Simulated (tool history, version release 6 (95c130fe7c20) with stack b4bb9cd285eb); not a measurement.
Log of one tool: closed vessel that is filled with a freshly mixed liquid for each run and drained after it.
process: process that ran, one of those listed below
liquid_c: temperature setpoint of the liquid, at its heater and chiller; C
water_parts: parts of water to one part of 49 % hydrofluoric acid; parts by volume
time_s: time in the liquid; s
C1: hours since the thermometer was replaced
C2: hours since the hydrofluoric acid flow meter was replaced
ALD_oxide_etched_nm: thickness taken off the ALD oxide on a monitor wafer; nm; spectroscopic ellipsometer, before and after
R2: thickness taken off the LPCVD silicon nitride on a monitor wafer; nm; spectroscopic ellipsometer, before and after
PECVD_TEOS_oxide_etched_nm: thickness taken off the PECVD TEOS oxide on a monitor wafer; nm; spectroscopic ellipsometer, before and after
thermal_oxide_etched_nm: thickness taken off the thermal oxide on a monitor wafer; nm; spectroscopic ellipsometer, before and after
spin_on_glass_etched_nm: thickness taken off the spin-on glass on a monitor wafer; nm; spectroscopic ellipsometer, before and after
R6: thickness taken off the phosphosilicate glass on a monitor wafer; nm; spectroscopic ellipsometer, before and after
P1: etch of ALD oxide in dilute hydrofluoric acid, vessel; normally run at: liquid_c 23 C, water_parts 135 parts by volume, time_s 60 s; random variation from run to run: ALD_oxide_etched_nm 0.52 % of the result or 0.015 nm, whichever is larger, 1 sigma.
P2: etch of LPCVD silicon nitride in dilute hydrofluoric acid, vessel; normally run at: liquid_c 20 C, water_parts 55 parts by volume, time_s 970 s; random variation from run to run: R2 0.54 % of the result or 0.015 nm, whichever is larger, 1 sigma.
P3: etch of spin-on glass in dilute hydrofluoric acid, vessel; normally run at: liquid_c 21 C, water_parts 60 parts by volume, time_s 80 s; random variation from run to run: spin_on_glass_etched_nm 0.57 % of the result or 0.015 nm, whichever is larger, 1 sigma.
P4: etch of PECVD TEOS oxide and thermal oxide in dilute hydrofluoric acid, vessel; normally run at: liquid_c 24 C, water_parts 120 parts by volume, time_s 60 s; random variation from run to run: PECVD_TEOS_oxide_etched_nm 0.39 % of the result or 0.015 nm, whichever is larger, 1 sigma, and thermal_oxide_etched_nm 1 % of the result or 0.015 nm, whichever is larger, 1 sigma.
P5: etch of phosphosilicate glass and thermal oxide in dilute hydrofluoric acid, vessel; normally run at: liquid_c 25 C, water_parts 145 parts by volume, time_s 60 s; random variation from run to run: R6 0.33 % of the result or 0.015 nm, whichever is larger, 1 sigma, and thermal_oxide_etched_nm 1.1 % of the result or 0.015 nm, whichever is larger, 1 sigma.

Run 1, hour 2.7: process P1, liquid_c 23 C, water_parts 135 parts by volume, time_s 60 s; C1 162.9; C2 211.4. Result: ALD_oxide_etched_nm 10.012 nm.
Run 2, hour 6.1: process P2, liquid_c 20 C, water_parts 55 parts by volume, time_s 1735 s; C1 166.3; C2 214.8. Result: R2 12.554 nm.
Run 3, hour 9.2: process P4, liquid_c 17 C, water_parts 120 parts by volume, time_s 60 s; C1 169.4; C2 217.9. Result: PECVD_TEOS_oxide_etched_nm 5.0812 nm, thermal_oxide_etched_nm 1.7172 nm.
Run 4, hour 13: process P3, liquid_c 21 C, water_parts 60 parts by volume, time_s 80 s; C1 173.2; C2 221.7. Result: spin_on_glass_etched_nm 57.71 nm.
Run 5, hour 17: process P3, liquid_c 21 C, water_parts 35 parts by volume, time_s 80 s; C1 177.2; C2 225.7. Result: spin_on_glass_etched_nm 100.85 nm.
Run 6, hour 19: process P5, liquid_c 25 C, water_parts 145 parts by volume, time_s 60 s; C1 179.2; C2 227.7. Result: thermal_oxide_etched_nm 1.8486 nm, R6 25.11 nm.
Run 7, hour 22.6: process P1, liquid_c 23 C, water_parts 135 parts by volume, time_s 100 s; C1 182.8; C2 231.3. Result: ALD_oxide_etched_nm 16.7 nm.
Run 8, hour 26.3: process P1, liquid_c 19.5 C, water_parts 135 parts by volume, time_s 60 s; C1 186.5; C2 235. Result: ALD_oxide_etched_nm 8.7825 nm.
Run 9, hour 30.7: process P1, liquid_c 23 C, water_parts 135 parts by volume, time_s 60 s; C1 190.9; C2 239.4. Result: ALD_oxide_etched_nm 10.004 nm.
Run 10, hour 34.3: process P3, liquid_c 17 C, water_parts 60 parts by volume, time_s 80 s; C1 194.5; C2 243. Result: spin_on_glass_etched_nm 48.314 nm.
Run 11, hour 38.2: process P2, liquid_c 20 C, water_parts 100 parts by volume, time_s 970 s; C1 198.4; C2 246.9. Result: R2 3.9226 nm.
Run 12, hour 41.8: process P1, liquid_c 19.5 C, water_parts 25 parts by volume, time_s 60 s; C1 202; C2 250.5. Result: ALD_oxide_etched_nm 53.11 nm.
Run 13, hour 45.6: process P4, liquid_c 24 C, water_parts 120 parts by volume, time_s 60 s; C1 205.8; C2 254.3. Result: PECVD_TEOS_oxide_etched_nm 6.7811 nm, thermal_oxide_etched_nm 2.2199 nm.
Run 14, hour 48.3: process P1, liquid_c 23 C, water_parts 135 parts by volume, time_s 60 s; C1 208.5; C2 257. Result: ALD_oxide_etched_nm 10.027 nm.
Run 15, hour 50.8: process P5, liquid_c 33 C, water_parts 145 parts by volume, time_s 60 s; C1 211; C2 259.5. Result: thermal_oxide_etched_nm 2.5076 nm, R6 33.863 nm.
Run 16, hour 54.1: process P4, liquid_c 24 C, water_parts 45 parts by volume, time_s 60 s; C1 214.3; C2 262.8. Result: PECVD_TEOS_oxide_etched_nm 19.817 nm, thermal_oxide_etched_nm 6.5863 nm.
Run 17, hour 56.3: process P1, liquid_c 23 C, water_parts 35 parts by volume, time_s 60 s; C1 216.5; C2 265. Result: ALD_oxide_etched_nm 43.343 nm.
Run 18, hour 59.7: process P4, liquid_c 24 C, water_parts 120 parts by volume, time_s 60 s; C1 219.9; C2 268.4. Result: PECVD_TEOS_oxide_etched_nm 6.7198 nm, thermal_oxide_etched_nm 2.2048 nm.
Run 19, hour 63.5: process P5, liquid_c 25 C, water_parts 145 parts by volume, time_s 30 s; C1 223.7; C2 272.2. Result: thermal_oxide_etched_nm 0.94935 nm, R6 12.591 nm.
Run 20, hour 65.7: process P1, liquid_c 23 C, water_parts 250 parts by volume, time_s 60 s; C1 225.9; C2 274.4. Result: ALD_oxide_etched_nm 4.805 nm.
Run 21, hour 70: process P2, liquid_c 20 C, water_parts 55 parts by volume, time_s 970 s; C1 230.2; C2 278.7. Result: R2 6.9532 nm.
Run 22, hour 72.7: process P1, liquid_c 23 C, water_parts 135 parts by volume, time_s 60 s; C1 232.9; C2 281.4. Result: ALD_oxide_etched_nm 9.9421 nm.
Run 23, hour 77.1: process P1, liquid_c 23 C, water_parts 135 parts by volume, time_s 60 s; C1 237.3; C2 285.8. Result: ALD_oxide_etched_nm 10.067 nm.
Run 24, hour 81.7: process P1, liquid_c 23 C, water_parts 135 parts by volume, time_s 30 s; C1 241.9; C2 290.4. Result: ALD_oxide_etched_nm 5.013 nm.
Run 25, hour 85.1: process P2, liquid_c 20 C, water_parts 55 parts by volume, time_s 970 s; C1 245.3; C2 293.8. Result: R2 6.9913 nm.
Run 26, hour 89.7: process P1, liquid_c 29 C, water_parts 135 parts by volume, time_s 60 s; C1 249.9; C2 298.4. Result: ALD_oxide_etched_nm 12.642 nm.
Run 27, hour 92.8: process P3, liquid_c 21 C, water_parts 60 parts by volume, time_s 130 s; C1 253; C2 301.5. Result: spin_on_glass_etched_nm 92.882 nm.
Run 28, hour 97.4: process P1, liquid_c 23 C, water_parts 135 parts by volume, time_s 60 s; C1 257.6; C2 306.1. Result: ALD_oxide_etched_nm 9.9579 nm.
Run 29, hour 101.9: process P1, liquid_c 23 C, water_parts 210 parts by volume, time_s 110 s; C1 262.1; C2 310.6. Result: ALD_oxide_etched_nm 10.898 nm.
Run 30, hour 106.4: process P2, liquid_c 17 C, water_parts 55 parts by volume, time_s 970 s; C1 266.6; C2 315.1. Result: R2 5.6365 nm.
Run 31, hour 109.8: process P5, liquid_c 25 C, water_parts 245 parts by volume, time_s 60 s; C1 270; C2 318.5. Result: thermal_oxide_etched_nm 1.0122 nm, R6 13.365 nm.
Run 32, hour 112.1: process P4, liquid_c 24 C, water_parts 120 parts by volume, time_s 35 s; C1 272.3; C2 320.8. Result: PECVD_TEOS_oxide_etched_nm 3.9404 nm, thermal_oxide_etched_nm 1.3238 nm.
Run 33, hour 114.9: process P1, liquid_c 23 C, water_parts 135 parts by volume, time_s 60 s; C1 275.1; C2 323.6. Result: ALD_oxide_etched_nm 10.014 nm.
Run 34, hour 119.4: process P1, liquid_c 23 C, water_parts 135 parts by volume, time_s 60 s; C1 279.6; C2 328.1. Result: ALD_oxide_etched_nm 9.6412 nm.
Run 35, hour 122: process P1, liquid_c 23 C, water_parts 135 parts by volume, time_s 60 s; C1 282.2; C2 330.7. Result: ALD_oxide_etched_nm 9.4899 nm.
Run 36, hour 126.4: process P1, liquid_c 23 C, water_parts 135 parts by volume, time_s 60 s; C1 286.6; C2 335.1. Result: ALD_oxide_etched_nm 9.5283 nm.
Run 37, hour 129.3: process P1, liquid_c 23 C, water_parts 135 parts by volume, time_s 60 s; C1 289.5; C2 338. Result: ALD_oxide_etched_nm 9.3848 nm.
Run 38, hour 133.8: process P1, liquid_c 23 C, water_parts 135 parts by volume, time_s 60 s; C1 294; C2 342.5. Result: ALD_oxide_etched_nm 9.2575 nm.
Run 39, hour 137.6: process P1, liquid_c 23 C, water_parts 135 parts by volume, time_s 60 s; C1 297.8; C2 346.3. Result: ALD_oxide_etched_nm 9.2633 nm.
Run 40, hour 140.5: process P1, liquid_c 23 C, water_parts 135 parts by volume, time_s 60 s; C1 300.7; C2 349.2. Result: ALD_oxide_etched_nm 9.1455 nm.
Run 41, hour 144.3: process P1, liquid_c 23 C, water_parts 135 parts by volume, time_s 60 s; C1 304.5; C2 353. Result: ALD_oxide_etched_nm 9.1807 nm.
Run 42, hour 147.4: process P1, liquid_c 23 C, water_parts 135 parts by volume, time_s 60 s; C1 307.6; C2 356.1. Result: ALD_oxide_etched_nm 9.2211 nm.

What P1 gives has crept away from where it was. These 2 causes fit the log equally well, each at the size given:
A: liquid colder than its thermometer reads (K) = 2.09
B: hydrofluoric acid flow below the setpoint (%) = 6.84
The creep began at about hour 114.9.

4 check runs are offered, one wafer each, their results left as question marks. Which one tells the causes apart?
Run check 1, hour 150.5: process P2, liquid_c 20 C, water_parts 55 parts by volume, time_s 970 s. Result: R2 ?.
Run check 2, hour 150.5: process P4, liquid_c 24 C, water_parts 120 parts by volume, time_s 60 s. Result: PECVD_TEOS_oxide_etched_nm ?, thermal_oxide_etched_nm ?.
Run check 3, hour 150.5: process P3, liquid_c 21 C, water_parts 60 parts by volume, time_s 80 s. Result: spin_on_glass_etched_nm ?.
Run check 4, hour 150.5: process P5, liquid_c 25 C, water_parts 145 parts by volume, time_s 60 s. Result: thermal_oxide_etched_nm ?, R6 ?.

What each check would give under each cause:
  check                      result    if A    if B
check 1                          R2  6.0408  6.5244
check 2  PECVD_TEOS_oxide_etched_nm  6.2064  6.2135
check 2     thermal_oxide_etched_nm  2.0694  2.0718
check 3     spin_on_glass_etched_nm  52.314  52.942
check 4     thermal_oxide_etched_nm  1.7072  1.7019
check 4                          R6  23.258  23.186
How far apart the two closest causes lie, in the result that separates them most: check 1 7.7 %; check 2 0.11 %; check 3 1.19 %; check 4 0.31 %
Check 1 tells the causes apart: in the others they would give nearly the same result.

Then check 1 was run and gave: R2 6.5221 nm. Which cause is it?

It is B: hydrofluoric acid flow below the setpoint (%).
